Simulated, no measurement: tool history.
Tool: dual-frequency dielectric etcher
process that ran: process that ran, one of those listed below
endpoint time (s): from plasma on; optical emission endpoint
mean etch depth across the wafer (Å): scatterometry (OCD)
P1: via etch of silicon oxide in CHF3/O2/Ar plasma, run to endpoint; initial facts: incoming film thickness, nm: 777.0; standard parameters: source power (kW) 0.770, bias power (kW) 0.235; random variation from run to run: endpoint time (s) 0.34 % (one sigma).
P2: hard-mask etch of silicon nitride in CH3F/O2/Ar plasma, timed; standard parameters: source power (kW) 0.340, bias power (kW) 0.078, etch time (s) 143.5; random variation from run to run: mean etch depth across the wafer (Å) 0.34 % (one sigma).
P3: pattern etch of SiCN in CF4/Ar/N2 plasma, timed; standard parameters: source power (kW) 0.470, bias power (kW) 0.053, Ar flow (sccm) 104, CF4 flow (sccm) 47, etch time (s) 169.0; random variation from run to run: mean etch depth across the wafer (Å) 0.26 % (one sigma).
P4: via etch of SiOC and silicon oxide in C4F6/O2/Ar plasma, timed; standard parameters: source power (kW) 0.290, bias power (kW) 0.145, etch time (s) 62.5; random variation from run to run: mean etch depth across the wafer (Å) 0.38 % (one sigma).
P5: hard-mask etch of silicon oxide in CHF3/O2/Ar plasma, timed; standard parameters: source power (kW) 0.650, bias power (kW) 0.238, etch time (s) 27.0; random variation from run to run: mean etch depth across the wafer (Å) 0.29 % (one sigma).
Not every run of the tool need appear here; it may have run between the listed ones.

| run | hour | process that ran | source power (kW) | bias power (kW) | Ar flow (sccm) | CF4 flow (sccm) | etch time (s) | hours since the last wet clean | hours since the last source power generator calibration | hours since the last bias power generator calibration | endpoint time (s) | mean etch depth across the wafer (Å) |
|---|---|---|---|---|---|---|---|---|---|---|---|---|
| 1 | 12.8 | P1 | 0.770 | 0.235 |  |  |  | 288.7 | 1647.4 | 645.6 | 321.96 |  |
| 2 | 26.7 | P1 | 1.060 | 0.235 |  |  |  | 302.6 | 1661.3 | 659.5 | 285.57 |  |
| 3 | 44.2 | P3 | 0.470 | 0.069 | 104 | 47 | 169.0 | 320.1 | 1678.8 | 677.0 |  | 1429.10 |
| 4 | 60.8 | P5 | 0.650 | 0.238 |  |  | 27.0 | 336.7 | 1695.4 | 693.6 |  | 604.40 |
| 5 | 74.4 | P1 | 0.770 | 0.235 |  |  |  | 350.3 | 1709.0 | 707.2 | 321.51 |  |
| 6 | 86.0 | P2 | 0.340 | 0.061 |  |  | 143.5 | 361.9 | 1720.6 | 718.8 |  | 901.30 |
| 7 | 102.2 | P1 | 0.770 | 0.235 |  |  |  | 378.1 | 1736.8 | 735.0 | 322.54 |  |
| 8 | 119.2 | P3 | 0.470 | 0.053 | 147 | 47 | 169.0 | 395.1 | 1753.8 | 752.0 |  | 1212.40 |
| 9 | 134.3 | P4 | 0.290 | 0.145 |  |  | 62.5 | 410.2 | 1768.9 | 767.1 |  | 559.79 |
| 10 | 150.9 | P1 | 0.770 | 0.326 |  |  |  | 426.8 | 1785.5 | 783.7 | 285.15 |  |
| 11 | 166.0 | P4 | 0.360 | 0.145 |  |  | 62.5 | 441.9 | 1800.6 | 798.8 |  | 613.16 |
| 12 | 184.4 | P1 | 0.490 | 0.235 |  |  |  | 460.3 | 1819.0 | 817.2 | 383.88 |  |
| 13 | 194.6 | P2 | 0.340 | 0.078 |  |  | 143.5 | 470.5 | 1829.2 | 827.4 |  | 982.17 |
| 14 | 209.8 | P2 | 0.230 | 0.078 |  |  | 143.5 | 485.7 | 1844.4 | 842.6 |  | 854.41 |
| 15 | 220.5 | P1 | 1.030 | 0.278 |  |  |  | 496.4 | 1855.1 | 853.3 | 270.21 |  |
| 16 | 230.1 | P5 | 0.650 | 0.301 |  |  | 27.0 | 506.0 | 1864.7 | 862.9 |  | 655.90 |
| 17 | 247.7 | P3 | 0.470 | 0.053 | 104 | 47 | 249.0 | 523.6 | 1882.3 | 880.5 |  | 1912.50 |
| 18 | 262.6 | P1 | 0.770 | 0.235 |  |  |  | 538.5 | 1897.2 | 895.4 | 322.71 |  |
| 19 | 277.9 | P5 | 0.400 | 0.238 |  |  | 27.0 | 553.8 | 1912.5 | 910.7 |  | 507.18 |
| 20 | 293.4 | P3 | 0.470 | 0.053 | 104 | 37 | 169.0 | 569.3 | 1928.0 | 926.2 |  | 1244.10 |
| 21 | 310.5 | P3 | 0.470 | 0.053 | 104 | 47 | 169.0 | 586.4 | 1945.1 | 943.3 |  | 1297.50 |
| 22 | 325.2 | P3 | 0.360 | 0.053 | 104 | 47 | 169.0 | 601.1 | 1959.8 | 958.0 |  | 1026.40 |
| 23 | 339.0 | P1 | 0.770 | 0.190 |  |  |  | 614.9 | 1973.6 | 971.8 | 346.81 |  |
| 24 | 355.6 | P3 | 0.470 | 0.053 | 104 | 47 | 169.0 | 631.5 | 1990.2 | 988.4 |  | 1299.70 |
| 25 | 365.8 | P4 | 0.290 | 0.173 |  |  | 62.5 | 641.7 | 2000.4 | 998.6 |  | 590.36 |
| 26 | 381.1 | P4 | 0.290 | 0.145 |  |  | 62.5 | 657.0 | 2015.7 | 1013.9 |  | 559.54 |
| 27 | 392.6 | P2 | 0.340 | 0.078 |  |  | 93.5 | 668.5 | 2027.2 | 1025.4 |  | 639.48 |
| 28 | 407.2 | P1 | 0.770 | 0.235 |  |  |  | 683.1 | 2041.8 | 1040.0 | 320.83 |  |
| 29 | 419.3 | P4 | 0.290 | 0.145 |  |  | 41.0 | 695.2 | 2053.9 | 1052.1 |  | 369.95 |
| 30 | 435.4 | P5 | 0.650 | 0.238 |  |  | 17.5 | 711.3 | 2070.0 | 1068.2 |  | 391.77 |
| 31 | 449.2 | P1 | 0.770 | 0.235 |  |  |  | 725.1 | 2083.8 | 1082.0 | 322.46 |  |
| 32 | 460.3 | P1 | 0.770 | 0.235 |  |  |  | 736.2 | 2094.9 | 1093.1 | 324.61 |  |
| 33 | 474.0 | P1 | 0.770 | 0.235 |  |  |  | 749.9 | 2108.6 | 1106.8 | 327.81 |  |
| 34 | 482.9 | P1 | 0.770 | 0.235 |  |  |  | 758.8 | 2117.5 | 1115.7 | 325.53 |  |
|  | 486.6 | wet clean of the chamber |
| 35 | 497.3 | P1 | 0.770 | 0.235 |  |  |  | 10.8 | 2131.9 | 1130.1 | 326.26 |  |
| 36 | 509.2 | P1 | 0.770 | 0.235 |  |  |  | 22.7 | 2143.8 | 1142.0 | 327.46 |  |
| 37 | 517.9 | P1 | 0.770 | 0.235 |  |  |  | 31.4 | 2152.5 | 1150.7 | 327.02 |  |
| 38 | 531.0 | P1 | 0.770 | 0.235 |  |  |  | 44.5 | 2165.6 | 1163.8 | 327.96 |  |
| 39 | 543.3 | P1 | 0.770 | 0.235 |  |  |  | 56.8 | 2177.9 | 1176.1 | 327.12 |  |

What P1 gives has crept away from where it was. These 2 causes fit the log equally well, each at the size given:
A: bias power that arrives under what is set, % = 4.86
B: source power that arrives under what is set, % = 4.46
At approximately hour 449.2, the process output began to creep.
Other possible causes, and why each is ruled out:
chamber walls in a state that lowers the etch rate, %: maintenance at hour 486.6, after the shift began, did not return the process to its former output

Of the 4 check runs listed below, each run on one wafer and each result written as a question mark, which would let you distinguish the listed causes because they would give clearly different results?
| check 1 | 555.6 | P3 | 0.470 | 0.053 | 104 | 47 | 169.0 |  |  |  |  | ? |
| check 2 | 555.6 | P4 | 0.290 | 0.145 |  |  | 62.5 |  |  |  |  | ? |
| check 3 | 555.6 | P5 | 0.650 | 0.238 |  |  | 27.0 |  |  |  |  | ? |
| check 4 | 555.6 | P2 | 0.340 | 0.078 |  |  | 143.5 |  |  |  |  | ? |

Predicted outcomes, by check and by cause:
| check | result | if A | if B |
|---|---|---|---|
| check 1 | mean etch depth across the wafer (Å) | 1277.30 | 1248.50 |
| check 2 | mean etch depth across the wafer (Å) | 551.19 | 549.99 |
| check 3 | mean etch depth across the wafer (Å) | 594.77 | 594.94 |
| check 4 | mean etch depth across the wafer (Å) | 966.81 | 967.18 |
Gap, in per cent, between the two causes that each check separates least, read from the result that separates them most: check 1 2.28 %; check 2 0.22 %; check 3 0.03 %; check 4 0.04 %
Check 1 tells the causes apart: in the others they would give nearly the same result.

After running check 1, the following was obtained: mean etch depth across the wafer (Å) 1246.10. Which cause does this point to?

The cause is B: source power that arrives under what is set, %.
